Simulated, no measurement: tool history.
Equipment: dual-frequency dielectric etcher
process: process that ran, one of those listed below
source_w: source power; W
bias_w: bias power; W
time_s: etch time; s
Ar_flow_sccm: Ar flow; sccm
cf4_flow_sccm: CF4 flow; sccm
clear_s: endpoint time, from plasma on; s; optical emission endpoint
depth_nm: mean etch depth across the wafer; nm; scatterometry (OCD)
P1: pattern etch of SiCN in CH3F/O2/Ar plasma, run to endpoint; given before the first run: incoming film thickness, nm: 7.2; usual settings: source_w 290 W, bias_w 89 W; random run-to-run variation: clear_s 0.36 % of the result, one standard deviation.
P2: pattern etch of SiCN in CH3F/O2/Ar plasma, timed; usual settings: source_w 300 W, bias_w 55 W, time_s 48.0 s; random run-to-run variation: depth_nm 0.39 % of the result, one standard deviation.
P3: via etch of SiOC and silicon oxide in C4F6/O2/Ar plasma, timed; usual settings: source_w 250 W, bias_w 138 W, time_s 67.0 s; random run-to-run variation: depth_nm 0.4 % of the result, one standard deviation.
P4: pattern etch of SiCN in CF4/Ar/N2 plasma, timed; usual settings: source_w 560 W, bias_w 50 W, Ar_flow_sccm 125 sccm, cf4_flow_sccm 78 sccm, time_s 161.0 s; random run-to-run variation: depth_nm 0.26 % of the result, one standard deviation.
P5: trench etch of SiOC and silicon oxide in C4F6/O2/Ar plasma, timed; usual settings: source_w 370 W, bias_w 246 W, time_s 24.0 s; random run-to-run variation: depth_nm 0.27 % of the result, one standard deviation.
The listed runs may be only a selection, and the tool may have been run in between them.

{"run": 1, "hour": 14.0, "process": "P1", "source_w": 290, "bias_w": 89, "clear_s": 20.09}
{"run": 2, "hour": 27.1, "process": "P3", "source_w": 250, "bias_w": 138, "time_s": 67.0, "depth_nm": 56.704}
{"run": 3, "hour": 36.0, "process": "P1", "source_w": 340, "bias_w": 73, "clear_s": 20.443}
{"run": 4, "hour": 47.4, "process": "P2", "source_w": 300, "bias_w": 32, "time_s": 48.0, "depth_nm": 11.834}
{"run": 5, "hour": 60.4, "process": "P1", "source_w": 390, "bias_w": 89, "clear_s": 17.951}
{"run": 6, "hour": 74.2, "process": "P4", "source_w": 340, "bias_w": 50, "time_s": 161.0, "Ar_flow_sccm": 125, "cf4_flow_sccm": 78, "depth_nm": 93.846}
{"run": 7, "hour": 91.2, "process": "P3", "source_w": 250, "bias_w": 109, "time_s": 67.0, "depth_nm": 53.206}
{"run": 8, "hour": 99.4, "process": "P5", "source_w": 260, "bias_w": 246, "time_s": 24.0, "depth_nm": 44.054}
{"run": 9, "hour": 108.0, "process": "P2", "source_w": 300, "bias_w": 55, "time_s": 48.0, "depth_nm": 14.038}
{"run": 10, "hour": 117.1, "process": "P1", "source_w": 290, "bias_w": 89, "clear_s": 20.09}
{"run": 11, "hour": 125.8, "process": "P2", "source_w": 300, "bias_w": 55, "time_s": 26.5, "depth_nm": 7.7966}
{"run": 12, "hour": 143.2, "process": "P2", "source_w": 300, "bias_w": 55, "time_s": 48.0, "depth_nm": 13.951}
{"run": 13, "hour": 161.1, "process": "P4", "source_w": 560, "bias_w": 50, "time_s": 125.5, "Ar_flow_sccm": 125, "cf4_flow_sccm": 78, "depth_nm": 114.39}
{"run": 14, "hour": 172.4, "process": "P4", "source_w": 560, "bias_w": 50, "time_s": 161.0, "Ar_flow_sccm": 168, "cf4_flow_sccm": 78, "depth_nm": 139.07}
{"run": 15, "hour": 182.4, "process": "P3", "source_w": 250, "bias_w": 138, "time_s": 97.0, "depth_nm": 82.62}
{"run": 16, "hour": 196.6, "process": "P2", "source_w": 400, "bias_w": 55, "time_s": 48.0, "depth_nm": 15.758}
{"run": 17, "hour": 210.0, "process": "P1", "source_w": 190, "bias_w": 89, "clear_s": 23.548}
{"run": 18, "hour": 219.6, "process": "P5", "source_w": 370, "bias_w": 246, "time_s": 24.0, "depth_nm": 50.214}
{"run": 19, "hour": 230.1, "process": "P1", "source_w": 290, "bias_w": 55, "clear_s": 23.977}
{"run": 20, "hour": 248.2, "process": "P4", "source_w": 560, "bias_w": 50, "time_s": 161.0, "Ar_flow_sccm": 125, "cf4_flow_sccm": 78, "depth_nm": 145.99}
{"run": 21, "hour": 264.0, "process": "P1", "source_w": 290, "bias_w": 89, "clear_s": 20.214}
{"run": 22, "hour": 279.3, "process": "P1", "source_w": 290, "bias_w": 89, "clear_s": 20.209}
{"run": 23, "hour": 297.7, "process": "P1", "source_w": 370, "bias_w": 123, "clear_s": 16.269}
{"run": 24, "hour": 313.5, "process": "P4", "source_w": 560, "bias_w": 50, "time_s": 161.0, "Ar_flow_sccm": 125, "cf4_flow_sccm": 108, "depth_nm": 154.49}
{"run": 25, "hour": 325.4, "process": "P4", "source_w": 560, "bias_w": 65, "time_s": 161.0, "Ar_flow_sccm": 125, "cf4_flow_sccm": 78, "depth_nm": 158.27}
{"run": 26, "hour": 333.8, "process": "P5", "source_w": 370, "bias_w": 246, "time_s": 24.0, "depth_nm": 50.396}
{"run": 27, "hour": 346.5, "process": "P5", "source_w": 370, "bias_w": 340, "time_s": 24.0, "depth_nm": 56.557}
{"run": 28, "hour": 359.0, "process": "P3", "source_w": 310, "bias_w": 138, "time_s": 67.0, "depth_nm": 61.791}
{"run": 29, "hour": 369.5, "process": "P5", "source_w": 370, "bias_w": 246, "time_s": 35.0, "depth_nm": 73.649}
{"run": 30, "hour": 379.6, "process": "P4", "source_w": 560, "bias_w": 50, "time_s": 161.0, "Ar_flow_sccm": 125, "cf4_flow_sccm": 78, "depth_nm": 145.17}
{"run": 31, "hour": 396.4, "process": "P1", "source_w": 290, "bias_w": 105, "clear_s": 18.994}
{"run": 32, "hour": 413.1, "process": "P3", "source_w": 250, "bias_w": 138, "time_s": 67.0, "depth_nm": 56.67}
{"run": 33, "hour": 429.9, "process": "P1", "source_w": 290, "bias_w": 89, "clear_s": 20.257}
{"run": 34, "hour": 439.9, "process": "P1", "source_w": 290, "bias_w": 89, "clear_s": 20.076}
{"run": 35, "hour": 454.1, "process": "P1", "source_w": 290, "bias_w": 89, "clear_s": 19.868}
{"run": 36, "hour": 466.3, "process": "P1", "source_w": 290, "bias_w": 89, "clear_s": 19.863}
{"run": 37, "hour": 475.9, "process": "P1", "source_w": 290, "bias_w": 89, "clear_s": 19.753}
{"run": 38, "hour": 490.3, "process": "P1", "source_w": 290, "bias_w": 89, "clear_s": 19.834}
{"hour": 493.0, "done": "wet clean of the chamber"}
{"run": 39, "hour": 506.4, "process": "P1", "source_w": 290, "bias_w": 89, "clear_s": 19.939}
{"run": 40, "hour": 518.5, "process": "P1", "source_w": 290, "bias_w": 89, "clear_s": 19.911}

Something has made what P1 gives creep away from where it was; the 2 causes below, each at its own stated size, fit the log equally well:
A: bias power that arrives over what is set, % = 4.84
B: source power that arrives over what is set, % = 4.97
The onset of the drift is placed at about hour 429.9.
Other possible causes, and why each is ruled out:
chamber walls in a state that raises the etch rate, %: work on it at hour 493.0, done after the drift set in, did not restore what the process gave before

Each of the 4 check runs below uses one wafer; its results are left as question marks. Which run tells the causes apart?
{"run": "check 1", "hour": 530.6, "process": "P5", "source_w": 370, "bias_w": 246, "time_s": 24.0, "depth_nm": "?"}
{"run": "check 2", "hour": 530.6, "process": "P2", "source_w": 300, "bias_w": 55, "time_s": 48.0, "depth_nm": "?"}
{"run": "check 3", "hour": 530.6, "process": "P3", "source_w": 250, "bias_w": 138, "time_s": 67.0, "depth_nm": "?"}
{"run": "check 4", "hour": 530.6, "process": "P4", "source_w": 560, "bias_w": 50, "time_s": 161.0, "Ar_flow_sccm": 125, "cf4_flow_sccm": 78, "depth_nm": "?"}

Predicted outcomes, by check and by cause:
check=check_1 result=depth_nm if_A=51.2870 if_B=51.4120
check=check_2 result=depth_nm if_A=14.3420 if_B=14.3750
check=check_3 result=depth_nm if_A=57.9810 if_B=58.2100
check=check_4 result=depth_nm if_A=148.1300 if_B=152.3200
Separation of the two closest causes in each check, using whichever result separates them best: check 1 0.24 %; check 2 0.23 %; check 3 0.39 %; check 4 2.79 %
Check 4 distinguishes between the causes, while the remaining checks would return nearly the same result for all of them.

Here is what check 4 returned: depth_nm 148.9200 nm. Which cause is it?

A is the cause: bias power that arrives over what is set, %.

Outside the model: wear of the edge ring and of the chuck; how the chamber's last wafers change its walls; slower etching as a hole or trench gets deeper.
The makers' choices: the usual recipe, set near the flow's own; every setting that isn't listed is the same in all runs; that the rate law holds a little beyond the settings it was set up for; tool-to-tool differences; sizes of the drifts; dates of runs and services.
